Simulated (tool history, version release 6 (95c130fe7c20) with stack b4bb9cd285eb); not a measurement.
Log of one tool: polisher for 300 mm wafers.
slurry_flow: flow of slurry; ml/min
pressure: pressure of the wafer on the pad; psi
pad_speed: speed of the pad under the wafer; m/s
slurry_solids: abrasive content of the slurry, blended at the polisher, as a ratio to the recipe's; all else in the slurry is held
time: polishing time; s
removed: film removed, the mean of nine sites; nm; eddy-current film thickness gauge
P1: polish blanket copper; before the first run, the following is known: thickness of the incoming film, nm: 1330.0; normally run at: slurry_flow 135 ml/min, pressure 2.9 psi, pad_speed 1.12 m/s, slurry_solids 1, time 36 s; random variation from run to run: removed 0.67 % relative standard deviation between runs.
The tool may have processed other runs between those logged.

run  hour  slurry_flow  pressure  pad_speed  slurry_solids  time  removed
  1   3.1          135       2.9       1.12              1    36   148.72
  2   5.3          135       2.9       1.74              1    36   231.07
  3   9.3          135       1.3       1.12              1    36   67.655
  4  12.3          105       2.9       1.12              1    19   74.961
  5  16.7          205       2.9       1.12              1    36      160
  6  20.1          135       4.4       1.12              1    36   225.64
  7    24          135       2.9       1.12           0.55    36   131.85
  8  27.1          135       2.9       1.12              1    36   147.59
  9  30.6          135       2.9       0.58              1    36   77.318
 10  32.7          135       2.9       1.12              1    36   148.71
 11  37.1           90       2.9       1.12              1    36   137.16
 12    40          135       2.9       1.12              1    57   234.14
 13  42.9          135       2.9       1.12              1    24   98.905
 14  46.8          135       2.9       1.12           1.45    36    161.5
 15  49.9          135       2.9       1.12              1    36   148.94
 16  54.6          135       2.9       1.12              1    36   149.05
 17  57.7          135       2.9       1.12              1    36   142.95
 18  60.2          135       2.9       1.12              1    36   140.17
     63.6  -- head pressure recalibrated
 19  63.7          135       2.9       1.12              1    36   137.48
 20  66.4          135       2.9       1.12              1    36   137.95
 21  69.6          135       2.9       1.12              1    36   135.34
     70.9  -- slurry blender recalibrated
 22  73.7          135       2.9       1.12              1    36   135.75
 23  77.4          135       2.9       1.12              1    36   134.22
 24  79.7          135       2.9       1.12              1    36   134.28

The output of P1 has drifted from where it used to be. Each of the 2 causes below, taken at the size shown beside it, accounts for the log equally well:
A: removal rate lost through wear of the pad, % = 9.42
B: slurry flow missing at the pad, % = 34.6
The drift started at roughly hour 54.6.
Excluded causes, each with its reason:
head's pressure below its setpoint, %: its service at hour 63.6 followed the start of the drift and did not put the process back to its old value
abrasive missing from the slurry, %: its service at hour 70.9 followed the start of the drift and did not put the process back to its old value

The list below offers 4 check runs, each averaging the results of 2 wafers, and shows each result as a question mark. For which of them would the listed causes give clearly different results?
check 1    82          135       2.9       0.66              1    36        ?
check 2    82          135       1.5       1.12              1    36        ?
check 3    82           95       2.9        1.5              1    36        ?
check 4    82          135       2.9       1.64              1    36        ?

What every check run would give for each of its results, assuming each possible cause in turn:
  check   result    if A    if B
check 1  removed  79.522  79.516
check 2  removed    69.8  69.794
check 3  removed  166.98  161.16
check 4  removed   197.6  197.58
Minimum pairwise separation of causes per check, each pair taken at its best-separating result: check 1 0.01 %; check 2 0.01 %; check 3 3.54 %; check 4 0.01 %
The causes can be told apart only by check 3. The other checks would give nearly the same results under each of them.

Check 3 was then run and gave: removed 167.93 nm. Which cause is it?

It is A: removal rate lost through wear of the pad, %.

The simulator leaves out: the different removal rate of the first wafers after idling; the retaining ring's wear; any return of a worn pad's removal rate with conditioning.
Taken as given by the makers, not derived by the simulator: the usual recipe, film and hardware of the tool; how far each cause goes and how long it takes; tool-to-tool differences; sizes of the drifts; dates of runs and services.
